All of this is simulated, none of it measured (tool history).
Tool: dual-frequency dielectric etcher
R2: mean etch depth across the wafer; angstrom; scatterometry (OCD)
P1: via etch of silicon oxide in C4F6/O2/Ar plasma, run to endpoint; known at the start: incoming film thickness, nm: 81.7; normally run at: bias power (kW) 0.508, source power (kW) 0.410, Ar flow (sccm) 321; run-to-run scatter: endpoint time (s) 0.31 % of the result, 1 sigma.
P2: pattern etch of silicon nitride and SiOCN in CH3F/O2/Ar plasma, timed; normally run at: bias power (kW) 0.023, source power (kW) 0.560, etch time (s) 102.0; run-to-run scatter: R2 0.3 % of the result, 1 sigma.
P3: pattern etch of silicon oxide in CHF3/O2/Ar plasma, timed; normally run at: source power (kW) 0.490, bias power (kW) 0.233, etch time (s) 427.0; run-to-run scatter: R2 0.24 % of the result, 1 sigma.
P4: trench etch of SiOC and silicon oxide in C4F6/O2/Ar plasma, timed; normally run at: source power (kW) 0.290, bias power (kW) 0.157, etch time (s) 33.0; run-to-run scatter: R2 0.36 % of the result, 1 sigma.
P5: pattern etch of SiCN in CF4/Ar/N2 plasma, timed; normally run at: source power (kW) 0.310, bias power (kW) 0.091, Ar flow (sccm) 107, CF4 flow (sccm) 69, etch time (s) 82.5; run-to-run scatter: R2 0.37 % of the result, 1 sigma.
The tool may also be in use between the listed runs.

{"run": 1, "day": 0.158, "process that ran": "P1", "bias power (kW)": 0.508, "source power (kW)": 0.41, "Ar flow (sccm)": 321, "endpoint time (s)": 18.299}
{"run": 2, "day": 0.446, "process that ran": "P5", "bias power (kW)": 0.122, "source power (kW)": 0.31, "Ar flow (sccm)": 107, "CF4 flow (sccm)": 69, "etch time (s)": 82.5, "R2": 623.34}
{"run": 3, "day": 0.733, "process that ran": "P4", "bias power (kW)": 0.157, "source power (kW)": 0.29, "etch time (s)": 18.0, "R2": 296.26}
{"run": 4, "day": 1.008, "process that ran": "P3", "bias power (kW)": 0.153, "source power (kW)": 0.49, "etch time (s)": 427.0, "R2": 7435.6}
{"run": 5, "day": 1.288, "process that ran": "P3", "bias power (kW)": 0.233, "source power (kW)": 0.49, "etch time (s)": 427.0, "R2": 8598.2}
{"run": 6, "day": 1.558, "process that ran": "P2", "bias power (kW)": 0.023, "source power (kW)": 0.56, "etch time (s)": 102.0, "R2": 149.99}
{"run": 7, "day": 1.746, "process that ran": "P1", "bias power (kW)": 0.508, "source power (kW)": 0.41, "Ar flow (sccm)": 321, "endpoint time (s)": 18.289}
{"run": 8, "day": 2.033, "process that ran": "P4", "bias power (kW)": 0.157, "source power (kW)": 0.29, "etch time (s)": 33.0, "R2": 541.15}
{"run": 9, "day": 2.158, "process that ran": "P5", "bias power (kW)": 0.091, "source power (kW)": 0.23, "Ar flow (sccm)": 107, "CF4 flow (sccm)": 69, "etch time (s)": 82.5, "R2": 430.48}
{"run": 10, "day": 2.417, "process that ran": "P3", "bias power (kW)": 0.233, "source power (kW)": 0.65, "etch time (s)": 427.0, "R2": 9539.5}
{"run": 11, "day": 2.638, "process that ran": "P4", "bias power (kW)": 0.219, "source power (kW)": 0.29, "etch time (s)": 33.0, "R2": 605.72}
{"run": 12, "day": 2.879, "process that ran": "P4", "bias power (kW)": 0.157, "source power (kW)": 0.24, "etch time (s)": 33.0, "R2": 502.24}
{"run": 13, "day": 3.062, "process that ran": "P4", "bias power (kW)": 0.157, "source power (kW)": 0.29, "etch time (s)": 33.0, "R2": 543.07}
{"run": 14, "day": 3.288, "process that ran": "P1", "bias power (kW)": 0.508, "source power (kW)": 0.25, "Ar flow (sccm)": 321, "endpoint time (s)": 21.964}
{"run": 15, "day": 3.554, "process that ran": "P1", "bias power (kW)": 0.508, "source power (kW)": 0.41, "Ar flow (sccm)": 240, "endpoint time (s)": 17.664}
{"day": 3.708, "done": "wet clean of the chamber"}
{"run": 16, "day": 3.762, "process that ran": "P1", "bias power (kW)": 0.508, "source power (kW)": 0.41, "Ar flow (sccm)": 390, "endpoint time (s)": 18.579}
{"run": 17, "day": 3.925, "process that ran": "P5", "bias power (kW)": 0.091, "source power (kW)": 0.31, "Ar flow (sccm)": 107, "CF4 flow (sccm)": 69, "etch time (s)": 82.5, "R2": 553.16}
{"run": 18, "day": 4.171, "process that ran": "P1", "bias power (kW)": 0.508, "source power (kW)": 0.41, "Ar flow (sccm)": 321, "endpoint time (s)": 18.219}
{"run": 19, "day": 4.321, "process that ran": "P1", "bias power (kW)": 0.508, "source power (kW)": 0.41, "Ar flow (sccm)": 321, "endpoint time (s)": 18.174}
{"run": 20, "day": 4.479, "process that ran": "P5", "bias power (kW)": 0.091, "source power (kW)": 0.31, "Ar flow (sccm)": 107, "CF4 flow (sccm)": 52, "etch time (s)": 82.5, "R2": 533.12}
{"run": 21, "day": 4.667, "process that ran": "P1", "bias power (kW)": 0.508, "source power (kW)": 0.41, "Ar flow (sccm)": 321, "endpoint time (s)": 18.215}
{"run": 22, "day": 4.938, "process that ran": "P2", "bias power (kW)": 0.023, "source power (kW)": 0.77, "etch time (s)": 102.0, "R2": 167.6}
{"run": 23, "day": 5.154, "process that ran": "P1", "bias power (kW)": 0.61, "source power (kW)": 0.41, "Ar flow (sccm)": 321, "endpoint time (s)": 17.009}
{"run": 24, "day": 5.429, "process that ran": "P3", "bias power (kW)": 0.233, "source power (kW)": 0.49, "etch time (s)": 322.0, "R2": 6462.7}
{"run": 25, "day": 5.717, "process that ran": "P1", "bias power (kW)": 0.61, "source power (kW)": 0.27, "Ar flow (sccm)": 321, "endpoint time (s)": 19.741}

Forecast run 26:
{"day": 5.892, "done": "source power generator calibrated"}
{"run": 26, "day": 5.896, "process that ran": "P2", "bias power (kW)": 0.023, "source power (kW)": 0.56, "etch time (s)": 59.0, "R2": "?"}

{"run 26": {"R2": 86.706}}

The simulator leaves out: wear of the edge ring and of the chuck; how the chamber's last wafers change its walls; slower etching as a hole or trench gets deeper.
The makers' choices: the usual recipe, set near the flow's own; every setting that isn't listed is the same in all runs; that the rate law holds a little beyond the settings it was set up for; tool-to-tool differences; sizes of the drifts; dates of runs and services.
